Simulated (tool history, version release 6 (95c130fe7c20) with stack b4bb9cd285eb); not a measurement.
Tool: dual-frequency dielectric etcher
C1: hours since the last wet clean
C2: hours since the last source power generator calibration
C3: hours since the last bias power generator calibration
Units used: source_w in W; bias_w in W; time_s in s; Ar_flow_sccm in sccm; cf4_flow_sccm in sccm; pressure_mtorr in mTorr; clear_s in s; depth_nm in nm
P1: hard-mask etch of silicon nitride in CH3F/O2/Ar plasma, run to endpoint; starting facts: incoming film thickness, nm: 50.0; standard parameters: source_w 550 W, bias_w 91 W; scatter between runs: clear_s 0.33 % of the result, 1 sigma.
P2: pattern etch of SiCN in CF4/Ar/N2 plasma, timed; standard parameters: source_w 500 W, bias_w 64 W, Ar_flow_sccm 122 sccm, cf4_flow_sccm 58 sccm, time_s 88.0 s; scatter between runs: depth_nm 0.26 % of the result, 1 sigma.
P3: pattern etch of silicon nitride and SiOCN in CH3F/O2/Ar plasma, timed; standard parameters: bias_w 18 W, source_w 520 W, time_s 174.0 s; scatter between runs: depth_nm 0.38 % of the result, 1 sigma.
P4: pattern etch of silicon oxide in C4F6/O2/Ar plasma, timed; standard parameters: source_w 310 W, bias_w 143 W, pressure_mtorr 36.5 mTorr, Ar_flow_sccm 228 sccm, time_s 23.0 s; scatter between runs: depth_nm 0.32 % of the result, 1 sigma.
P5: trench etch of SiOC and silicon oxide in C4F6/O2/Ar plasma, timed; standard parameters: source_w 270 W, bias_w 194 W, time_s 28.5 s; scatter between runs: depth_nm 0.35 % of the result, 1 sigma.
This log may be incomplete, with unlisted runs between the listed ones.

{"run": 1, "hour": 8.0, "process": "P1", "source_w": 550, "bias_w": 91, "C1": 345.5, "C2": 1295.2, "C3": 299.2, "clear_s": 59.733}
{"run": 2, "hour": 14.8, "process": "P1", "source_w": 550, "bias_w": 115, "C1": 352.3, "C2": 1302.0, "C3": 306.0, "clear_s": 54.606}
{"run": 3, "hour": 27.7, "process": "P5", "source_w": 270, "bias_w": 194, "time_s": 28.5, "C1": 365.2, "C2": 1314.9, "C3": 318.9, "depth_nm": 50.99}
{"run": 4, "hour": 36.6, "process": "P3", "source_w": 520, "bias_w": 18, "time_s": 174.0, "C1": 374.1, "C2": 1323.8, "C3": 327.8, "depth_nm": 22.06}
{"run": 5, "hour": 44.9, "process": "P2", "source_w": 500, "bias_w": 64, "time_s": 121.5, "Ar_flow_sccm": 122, "cf4_flow_sccm": 58, "C1": 382.4, "C2": 1332.1, "C3": 336.1, "depth_nm": 103.98}
{"run": 6, "hour": 58.1, "process": "P1", "source_w": 350, "bias_w": 91, "C1": 395.6, "C2": 1345.3, "C3": 349.3, "clear_s": 70.582}
{"run": 7, "hour": 68.5, "process": "P1", "source_w": 760, "bias_w": 91, "C1": 406.0, "C2": 1355.7, "C3": 359.7, "clear_s": 52.739}
{"run": 8, "hour": 76.9, "process": "P1", "source_w": 760, "bias_w": 73, "C1": 414.4, "C2": 1364.1, "C3": 368.1, "clear_s": 57.025}
{"run": 9, "hour": 88.4, "process": "P2", "source_w": 500, "bias_w": 64, "time_s": 88.0, "Ar_flow_sccm": 88, "cf4_flow_sccm": 58, "C1": 425.9, "C2": 1375.6, "C3": 379.6, "depth_nm": 79.258}
{"run": 10, "hour": 94.6, "process": "P3", "source_w": 700, "bias_w": 18, "time_s": 174.0, "C1": 432.1, "C2": 1381.8, "C3": 385.8, "depth_nm": 24.536}
{"run": 11, "hour": 108.0, "process": "P5", "source_w": 270, "bias_w": 194, "time_s": 20.0, "C1": 445.5, "C2": 1395.2, "C3": 399.2, "depth_nm": 35.754}
{"run": 12, "hour": 114.0, "process": "P4", "source_w": 310, "bias_w": 143, "time_s": 12.5, "Ar_flow_sccm": 228, "pressure_mtorr": 36.5, "C1": 451.5, "C2": 1401.2, "C3": 405.2, "depth_nm": 32.846}
{"hour": 121.2, "done": "bias power generator calibrated"}
{"run": 13, "hour": 123.9, "process": "P3", "source_w": 520, "bias_w": 18, "time_s": 95.5, "C1": 461.4, "C2": 1411.1, "C3": 2.8, "depth_nm": 12.103}
{"run": 14, "hour": 129.7, "process": "P3", "source_w": 520, "bias_w": 18, "time_s": 174.0, "C1": 467.2, "C2": 1416.9, "C3": 8.6, "depth_nm": 22.128}
{"run": 15, "hour": 139.4, "process": "P1", "source_w": 550, "bias_w": 91, "C1": 476.9, "C2": 1426.6, "C3": 18.3, "clear_s": 60.011}
{"run": 16, "hour": 148.7, "process": "P5", "source_w": 370, "bias_w": 194, "time_s": 28.5, "C1": 486.2, "C2": 1435.9, "C3": 27.6, "depth_nm": 57.411}
{"run": 17, "hour": 156.6, "process": "P3", "source_w": 520, "bias_w": 24, "time_s": 174.0, "C1": 494.1, "C2": 1443.8, "C3": 35.5, "depth_nm": 25.201}
{"run": 18, "hour": 166.3, "process": "P4", "source_w": 310, "bias_w": 143, "time_s": 23.0, "Ar_flow_sccm": 228, "pressure_mtorr": 43.5, "C1": 503.8, "C2": 1453.5, "C3": 45.2, "depth_nm": 59.037}
{"run": 19, "hour": 175.0, "process": "P4", "source_w": 310, "bias_w": 143, "time_s": 23.0, "Ar_flow_sccm": 228, "pressure_mtorr": 36.5, "C1": 512.5, "C2": 1462.2, "C3": 53.9, "depth_nm": 60.841}
{"run": 20, "hour": 182.1, "process": "P4", "source_w": 310, "bias_w": 143, "time_s": 23.0, "Ar_flow_sccm": 304, "pressure_mtorr": 36.5, "C1": 519.6, "C2": 1469.3, "C3": 61.0, "depth_nm": 59.023}
{"run": 21, "hour": 194.3, "process": "P2", "source_w": 500, "bias_w": 40, "time_s": 88.0, "Ar_flow_sccm": 122, "cf4_flow_sccm": 58, "C1": 531.8, "C2": 1481.5, "C3": 73.2, "depth_nm": 64.325}
{"run": 22, "hour": 207.2, "process": "P2", "source_w": 310, "bias_w": 64, "time_s": 88.0, "Ar_flow_sccm": 122, "cf4_flow_sccm": 58, "C1": 544.7, "C2": 1494.4, "C3": 86.1, "depth_nm": 49.439}
{"run": 23, "hour": 214.1, "process": "P2", "source_w": 500, "bias_w": 64, "time_s": 88.0, "Ar_flow_sccm": 122, "cf4_flow_sccm": 70, "C1": 551.6, "C2": 1501.3, "C3": 93.0, "depth_nm": 77.742}
{"run": 24, "hour": 221.1, "process": "P1", "source_w": 550, "bias_w": 91, "C1": 558.6, "C2": 1508.3, "C3": 100.0, "clear_s": 59.958}
{"run": 25, "hour": 233.3, "process": "P1", "source_w": 550, "bias_w": 91, "C1": 570.8, "C2": 1520.5, "C3": 112.2, "clear_s": 59.873}
{"run": 26, "hour": 245.9, "process": "P1", "source_w": 550, "bias_w": 53, "C1": 583.4, "C2": 1533.1, "C3": 124.8, "clear_s": 71.582}
{"run": 27, "hour": 252.0, "process": "P2", "source_w": 500, "bias_w": 64, "time_s": 88.0, "Ar_flow_sccm": 122, "cf4_flow_sccm": 58, "C1": 589.5, "C2": 1539.2, "C3": 130.9, "depth_nm": 75.086}
{"run": 28, "hour": 262.5, "process": "P5", "source_w": 270, "bias_w": 138, "time_s": 28.5, "C1": 600.0, "C2": 1549.7, "C3": 141.4, "depth_nm": 45.728}
{"run": 29, "hour": 272.5, "process": "P4", "source_w": 310, "bias_w": 200, "time_s": 23.0, "Ar_flow_sccm": 228, "pressure_mtorr": 36.5, "C1": 610.0, "C2": 1559.7, "C3": 151.4, "depth_nm": 67.381}
{"run": 30, "hour": 282.5, "process": "P1", "source_w": 550, "bias_w": 91, "C1": 620.0, "C2": 1569.7, "C3": 161.4, "clear_s": 59.974}
{"run": 31, "hour": 290.3, "process": "P4", "source_w": 380, "bias_w": 143, "time_s": 23.0, "Ar_flow_sccm": 228, "pressure_mtorr": 36.5, "C1": 627.8, "C2": 1577.5, "C3": 169.2, "depth_nm": 65.833}
{"run": 32, "hour": 303.7, "process": "P1", "source_w": 550, "bias_w": 91, "C1": 641.2, "C2": 1590.9, "C3": 182.6, "clear_s": 59.571}
{"run": 33, "hour": 315.9, "process": "P1", "source_w": 550, "bias_w": 91, "C1": 653.4, "C2": 1603.1, "C3": 194.8, "clear_s": 59.819}
{"run": 34, "hour": 327.5, "process": "P1", "source_w": 550, "bias_w": 91, "C1": 665.0, "C2": 1614.7, "C3": 206.4, "clear_s": 60.07}
{"run": 35, "hour": 335.3, "process": "P1", "source_w": 550, "bias_w": 91, "C1": 672.8, "C2": 1622.5, "C3": 214.2, "clear_s": 59.991}
{"run": 36, "hour": 343.8, "process": "P1", "source_w": 550, "bias_w": 91, "C1": 681.3, "C2": 1631.0, "C3": 222.7, "clear_s": 60.099}
{"run": 37, "hour": 353.2, "process": "P1", "source_w": 550, "bias_w": 91, "C1": 690.7, "C2": 1640.4, "C3": 232.1, "clear_s": 60.63}
{"hour": 359.3, "done": "wet clean of the chamber"}
{"run": 38, "hour": 363.9, "process": "P1", "source_w": 550, "bias_w": 91, "C1": 4.6, "C2": 1651.1, "C3": 242.8, "clear_s": 60.33}
{"run": 39, "hour": 373.8, "process": "P1", "source_w": 550, "bias_w": 91, "C1": 14.5, "C2": 1661.0, "C3": 252.7, "clear_s": 60.92}
{"run": 40, "hour": 384.6, "process": "P1", "source_w": 550, "bias_w": 91, "C1": 25.3, "C2": 1671.8, "C3": 263.5, "clear_s": 60.668}
{"run": 41, "hour": 395.2, "process": "P1", "source_w": 550, "bias_w": 91, "C1": 35.9, "C2": 1682.4, "C3": 274.1, "clear_s": 60.816}
{"run": 42, "hour": 407.7, "process": "P1", "source_w": 550, "bias_w": 91, "C1": 48.4, "C2": 1694.9, "C3": 286.6, "clear_s": 60.862}

What P1 gives has crept off from where it sat before. The 2 causes that follow fit the log equally well, each at the size noted:
A: bias power that arrives under what is set, % = 4.56
B: source power that arrives under what is set, % = 4.25
The drift started at roughly hour 327.5.
What rules out each remaining cause:
chamber walls in a state that lowers the etch rate, %: was serviced at hour 359.3, once the creep was under way, yet the earlier output never came back

Consider the 4 single-wafer check runs listed below, results given as question marks: which one distinguishes between the causes by giving clearly different results for each?
{"run": "check 1", "hour": 420.2, "process": "P3", "source_w": 670, "bias_w": 22, "time_s": 174.0, "depth_nm": "?"}
{"run": "check 2", "hour": 420.2, "process": "P5", "source_w": 350, "bias_w": 153, "time_s": 28.5, "depth_nm": "?"}
{"run": "check 3", "hour": 420.2, "process": "P2", "source_w": 320, "bias_w": 64, "time_s": 88.0, "Ar_flow_sccm": 95, "cf4_flow_sccm": 58, "depth_nm": "?"}
{"run": "check 4", "hour": 420.2, "process": "P4", "source_w": 310, "bias_w": 143, "time_s": 23.0, "Ar_flow_sccm": 295, "pressure_mtorr": 36.5, "depth_nm": "?"}

Predicted outcomes, by check and by cause:
check=check_1 result=depth_nm if_A=25.818 if_B=25.935
check=check_2 result=depth_nm if_A=51.464 if_B=51.325
check=check_3 result=depth_nm if_A=52.092 if_B=50.981
check=check_4 result=depth_nm if_A=58.130 if_B=57.964
How far apart the two closest causes lie, in the result that separates them most: check 1 0.45 %; check 2 0.27 %; check 3 2.16 %; check 4 0.28 %
Check 3 tells the causes apart: in the others they would give nearly the same result.

Check 3 was carried out, with these results: depth_nm 52.140 nm. Which of the listed causes is responsible?

The cause is A: bias power that arrives under what is set, %.

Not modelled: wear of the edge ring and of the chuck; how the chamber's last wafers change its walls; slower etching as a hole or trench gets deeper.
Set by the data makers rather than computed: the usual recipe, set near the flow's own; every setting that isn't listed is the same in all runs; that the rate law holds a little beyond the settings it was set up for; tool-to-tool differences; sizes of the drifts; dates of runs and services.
